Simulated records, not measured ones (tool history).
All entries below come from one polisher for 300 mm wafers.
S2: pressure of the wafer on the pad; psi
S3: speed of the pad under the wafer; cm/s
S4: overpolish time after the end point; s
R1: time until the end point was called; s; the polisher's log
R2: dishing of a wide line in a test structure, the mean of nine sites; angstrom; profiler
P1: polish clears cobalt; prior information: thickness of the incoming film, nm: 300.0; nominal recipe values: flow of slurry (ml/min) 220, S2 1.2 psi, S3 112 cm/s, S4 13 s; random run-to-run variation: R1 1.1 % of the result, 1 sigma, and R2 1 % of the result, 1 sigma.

Run 1, hour 13.7: flow of slurry (ml/min) 220, S2 1.2 psi, S3 112 cm/s, S4 13 s. Result: R1 100.810 s, R2 299.31 angstrom.
Run 2, hour 27.6: flow of slurry (ml/min) 220, S2 1.2 psi, S3 168 cm/s, S4 13 s. Result: R1 66.031 s, R2 383.35 angstrom.
Run 3, hour 38.0: flow of slurry (ml/min) 140, S2 1.2 psi, S3 112 cm/s, S4 13 s. Result: R1 107.920 s, R2 274.31 angstrom.
Run 4, hour 52.1: flow of slurry (ml/min) 220, S2 1.2 psi, S3 112 cm/s, S4 4 s. Result: R1 98.394 s, R2 109.90 angstrom.
Run 5, hour 61.5: flow of slurry (ml/min) 220, S2 1.2 psi, S3 112 cm/s, S4 23 s. Result: R1 100.980 s, R2 419.08 angstrom.
Run 6, hour 71.7: flow of slurry (ml/min) 220, S2 1.2 psi, S3 112 cm/s, S4 13 s. Result: R1 99.746 s, R2 294.62 angstrom.
Run 7, hour 86.1: flow of slurry (ml/min) 220, S2 1.8 psi, S3 112 cm/s, S4 13 s. Result: R1 67.245 s, R2 382.01 angstrom.
Run 8, hour 97.3: flow of slurry (ml/min) 220, S2 1.2 psi, S3 50 cm/s, S4 13 s. Result: R1 226.680 s, R2 155.37 angstrom.
Run 9, hour 107.1: flow of slurry (ml/min) 220, S2 0.6 psi, S3 112 cm/s, S4 21 s. Result: R1 200.680 s, R2 251.65 angstrom.
Run 10, hour 119.5: flow of slurry (ml/min) 220, S2 1.2 psi, S3 112 cm/s, S4 13 s. Result: R1 101.160 s, R2 297.25 angstrom.
At hour 124.5: head pressure recalibrated.
Run 11, hour 130.8: flow of slurry (ml/min) 220, S2 1.2 psi, S3 112 cm/s, S4 13 s. Result: R1 99.887 s, R2 294.65 angstrom.
Run 12, hour 142.5: flow of slurry (ml/min) 220, S2 0.8 psi, S3 112 cm/s, S4 13 s. Result: R1 151.490 s, R2 215.28 angstrom.
Run 13, hour 152.9: flow of slurry (ml/min) 220, S2 1.2 psi, S3 112 cm/s, S4 13 s. Result: R1 100.410 s, R2 297.22 angstrom.
Run 14, hour 160.9: flow of slurry (ml/min) 335, S2 1.2 psi, S3 112 cm/s, S4 13 s. Result: R1 96.167 s, R2 302.68 angstrom.
Run 15, hour 173.9: flow of slurry (ml/min) 220, S2 1.2 psi, S3 112 cm/s, S4 13 s. Result: R1 100.370 s, R2 300.29 angstrom.
Run 16, hour 184.7: flow of slurry (ml/min) 220, S2 1.2 psi, S3 112 cm/s, S4 13 s. Result: R1 104.310 s, R2 293.16 angstrom.
Run 17, hour 191.9: flow of slurry (ml/min) 220, S2 1.2 psi, S3 112 cm/s, S4 13 s. Result: R1 102.530 s, R2 283.89 angstrom.
Run 18, hour 198.4: flow of slurry (ml/min) 220, S2 1.2 psi, S3 112 cm/s, S4 13 s. Result: R1 103.490 s, R2 288.24 angstrom.
Run 19, hour 208.9: flow of slurry (ml/min) 220, S2 1.2 psi, S3 112 cm/s, S4 13 s. Result: R1 106.720 s, R2 289.11 angstrom.
At hour 210.9: head pressure recalibrated.
Run 20, hour 218.7: flow of slurry (ml/min) 220, S2 1.2 psi, S3 112 cm/s, S4 13 s. Result: R1 107.470 s, R2 279.74 angstrom.
Run 21, hour 226.7: flow of slurry (ml/min) 220, S2 1.2 psi, S3 112 cm/s, S4 13 s. Result: R1 106.710 s, R2 282.94 angstrom.
Run 22, hour 234.5: flow of slurry (ml/min) 220, S2 1.2 psi, S3 112 cm/s, S4 13 s. Result: R1 106.840 s, R2 282.99 angstrom.
Run 23, hour 243.8: flow of slurry (ml/min) 220, S2 1.2 psi, S3 112 cm/s, S4 13 s. Result: R1 109.110 s, R2 276.83 angstrom.
Run 24, hour 252.5: flow of slurry (ml/min) 220, S2 1.2 psi, S3 112 cm/s, S4 13 s. Result: R1 107.110 s, R2 279.81 angstrom.
Run 25, hour 263.4: flow of slurry (ml/min) 220, S2 1.2 psi, S3 112 cm/s, S4 13 s. Result: R1 107.120 s, R2 281.45 angstrom.

Compared with where it was, what P1 gives has crept away. Each cause listed below fits the log as well as the rest, at the size given for it:
A: removal rate lost through wear of the pad, % = 7.25
B: slurry flow missing at the pad, % = 38.6
At approximately hour 173.9, the process output began to creep.
Every other cause this tool's parts could produce, and why it does not fit the log:
head's pressure below its setpoint, %: was serviced at hour 210.9, once the creep was under way, yet the earlier output never came back

You are offered 4 check runs, listed below with question marks in place of their results; each one averages 5 wafers. Which run separates the listed causes by giving clearly different results for each?
Run check 1, hour 274.3: flow of slurry (ml/min) 140, S2 1.2 psi, S3 112 cm/s, S4 13 s. Result: R1 ?, R2 ?.
Run check 2, hour 274.3: flow of slurry (ml/min) 220, S2 1.2 psi, S3 50 cm/s, S4 13 s. Result: R1 ?, R2 ?.
Run check 3, hour 274.3: flow of slurry (ml/min) 220, S2 1.2 psi, S3 112 cm/s, S4 23 s. Result: R1 ?, R2 ?.
Run check 4, hour 274.3: flow of slurry (ml/min) 220, S2 1.7 psi, S3 162 cm/s, S4 13 s. Result: R1 ?, R2 ?.

What each check would give under each cause:
  check  result     if A     if B
check 1      R1  115.680  120.220
check 1      R2   266.14   258.55
check 2      R1  241.930  241.960
check 2      R2   146.32   146.30
check 3      R1  108.000  108.020
check 3      R2   405.99   405.96
check 4      R1   52.708   52.714
check 4      R2   436.64   436.61
Per-check spread between the two closest causes, in the result where they differ most: check 1 3.85 %; check 2 0.01 %; check 3 0.01 %; check 4 0.01 %
Of the check runs offered, only check 1 discriminates between the causes; the rest would read about the same regardless of which cause applies.

Here is what check 1 returned: R1 120.270 s; R2 257.54 angstrom. Which cause is it?

The correct cause is B, namely: slurry flow missing at the pad, %.
